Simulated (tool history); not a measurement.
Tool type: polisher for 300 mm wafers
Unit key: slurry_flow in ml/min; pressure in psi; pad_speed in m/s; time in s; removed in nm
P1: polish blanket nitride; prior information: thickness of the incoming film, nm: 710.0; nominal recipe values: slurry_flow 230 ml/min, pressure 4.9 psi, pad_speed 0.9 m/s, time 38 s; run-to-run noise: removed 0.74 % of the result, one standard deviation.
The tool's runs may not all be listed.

run,hour,slurry_flow,pressure,pad_speed,time,removed
1,9.6,230,4.9,0.9,38,83.801
2,19.5,230,4.9,0.6,38,59.869
3,25.4,230,4.9,0.9,38,84.056
4,33.5,230,4.9,0.9,54,118
5,44.3,140,4.9,0.9,38,77.324
# hour 47.8: head pressure recalibrated
6,50.6,290,4.9,0.9,38,86.163
7,59.5,230,4.9,0.9,28,61.671
8,66.3,230,4.9,0.9,38,83.16
9,73.6,230,4.9,1.34,38,114.26
10,86.1,230,4.9,0.9,38,82.081
11,98.3,230,7.8,0.9,38,133.44
12,105.9,230,7.4,0.54,38,84.023
13,119.3,230,4.9,0.9,38,82.617
14,129.8,325,4.9,1.26,38,113.66
15,137.9,230,3.6,0.9,38,61.157
16,151.4,230,4.9,0.9,38,83.541
17,159,230,4.9,0.9,38,84.204
18,166.8,230,4.9,0.9,38,82.353
19,178.7,230,4.9,0.9,38,81.957
20,185.4,230,4.9,0.9,38,81.498
21,192.2,230,4.9,0.9,38,81.297
22,198.5,230,4.9,0.9,38,79.997
# hour 210.5: worn pad replaced by a new one
23,211,230,4.9,0.9,38,81.113
24,223.3,230,4.9,0.9,38,79.466
25,230.3,230,4.9,0.9,38,79.821
26,240.3,230,4.9,0.9,38,79.206
27,250.2,230,4.9,0.9,38,80.173
28,262.1,230,4.9,0.9,38,80.337

P1 no longer gives what it gave before; its output has crept away from where it was. The following 2 causes, each at its listed size, fit the log equally well:
A: head's pressure below its setpoint, % = 4.24
B: slurry flow missing at the pad, % = 27.2
The drift started at roughly hour 159.
Every other cause this tool's parts could produce, and why it does not fit the log:
removal rate lost through wear of the pad, %: serviced at hour 210.5, after the change had begun; the process did not return to its earlier output

Consider the 4 check runs below, whose results appear as question marks and each of which averages 5 wafers. Which one distinguishes the causes, in that each cause would give it a clearly different result?
check 1,274,230,6.6,0.9,47,?
check 2,274,230,4.9,0.62,38,?
check 3,274,230,4.9,1.32,28,?
check 4,274,140,5.9,0.9,38,?

Expected result of each check under each candidate cause:
check,result,if A,if B
check 1,removed,132.62,132.64
check 2,removed,59.083,59.091
check 3,removed,79.687,79.696
check 4,removed,89.03,86.838
Gap, in per cent, between the two causes that each check separates least, read from the result that separates them most: check 1 0.01 %; check 2 0.01 %; check 3 0.01 %; check 4 2.49 %
Only check 4 tells the causes apart: in the others they would give nearly the same result.

With check 4 done, the readings were: removed 86.95 nm. Identify which of the listed causes applies.

It was cause B: slurry flow missing at the pad, %.

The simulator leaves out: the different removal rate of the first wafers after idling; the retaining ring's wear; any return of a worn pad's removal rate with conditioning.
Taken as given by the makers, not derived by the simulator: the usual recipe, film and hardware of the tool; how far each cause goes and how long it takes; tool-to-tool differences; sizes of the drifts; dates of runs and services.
